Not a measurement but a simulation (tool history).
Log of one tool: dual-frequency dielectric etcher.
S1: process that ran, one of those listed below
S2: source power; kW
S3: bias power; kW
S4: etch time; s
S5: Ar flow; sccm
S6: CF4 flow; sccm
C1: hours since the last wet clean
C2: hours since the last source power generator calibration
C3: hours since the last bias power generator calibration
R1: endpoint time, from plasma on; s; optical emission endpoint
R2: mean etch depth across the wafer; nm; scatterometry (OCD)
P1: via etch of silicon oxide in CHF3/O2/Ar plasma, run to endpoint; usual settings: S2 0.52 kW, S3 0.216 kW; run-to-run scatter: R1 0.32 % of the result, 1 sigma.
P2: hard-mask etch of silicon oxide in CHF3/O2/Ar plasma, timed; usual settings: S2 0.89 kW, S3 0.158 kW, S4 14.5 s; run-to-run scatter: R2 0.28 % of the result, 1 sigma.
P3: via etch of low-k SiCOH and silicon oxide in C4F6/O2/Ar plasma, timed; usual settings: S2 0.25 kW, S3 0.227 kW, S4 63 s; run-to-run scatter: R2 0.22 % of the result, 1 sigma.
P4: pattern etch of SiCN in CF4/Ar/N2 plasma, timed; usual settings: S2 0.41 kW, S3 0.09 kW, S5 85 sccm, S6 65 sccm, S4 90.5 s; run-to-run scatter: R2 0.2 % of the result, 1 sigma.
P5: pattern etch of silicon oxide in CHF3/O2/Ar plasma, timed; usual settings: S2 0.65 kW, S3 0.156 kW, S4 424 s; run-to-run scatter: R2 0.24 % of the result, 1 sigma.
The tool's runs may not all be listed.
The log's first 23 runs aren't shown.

Run 24, day 5.171: S1 P4, S2 0.49 kW, S3 0.09 kW, S4 90.5 s, S5 85 sccm, S6 65 sccm; C1 296; C2 1363.1; C3 59.5. Result: R2 87.657 nm.
Run 25, day 5.446: S1 P5, S2 0.65 kW, S3 0.156 kW, S4 241.5 s; C1 302.6; C2 1369.7; C3 66.1. Result: R2 470.85 nm.
Run 26, day 5.604: S1 P1, S2 0.52 kW, S3 0.216 kW; C1 306.4; C2 1373.5; C3 69.9. Result: R1 396.14 s.
Run 27, day 5.8: S1 P4, S2 0.41 kW, S3 0.09 kW, S4 52.5 s, S5 85 sccm, S6 65 sccm; C1 311.1; C2 1378.2; C3 74.6. Result: R2 43.516 nm.
Run 28, day 5.996: S1 P1, S2 0.52 kW, S3 0.216 kW; C1 315.8; C2 1382.9; C3 79.3. Result: R1 395.22 s.
Run 29, day 6.2: S1 P2, S2 0.64 kW, S3 0.158 kW, S4 14.5 s; C1 320.7; C2 1387.8; C3 84.2. Result: R2 28.876 nm.
Run 30, day 6.329: S1 P1, S2 0.52 kW, S3 0.216 kW; C1 323.8; C2 1390.9; C3 87.3. Result: R1 394.47 s.
Run 31, day 6.588: S1 P1, S2 0.52 kW, S3 0.216 kW; C1 330; C2 1397.1; C3 93.5. Result: R1 394.96 s.
Run 32, day 6.725: S1 P1, S2 0.52 kW, S3 0.216 kW; C1 333.3; C2 1400.4; C3 96.8. Result: R1 398.53 s.
Run 33, day 6.954: S1 P1, S2 0.52 kW, S3 0.216 kW; C1 338.8; C2 1405.9; C3 102.3. Result: R1 400.06 s.

The next listed run, before its measurement:
Run 34, day 7.162: S1 P1, S2 0.52 kW, S3 0.216 kW; C1 343.8; C2 1410.9; C3 107.3. Result: R1 ?.

{"run 34": {"R1": 400.52}}
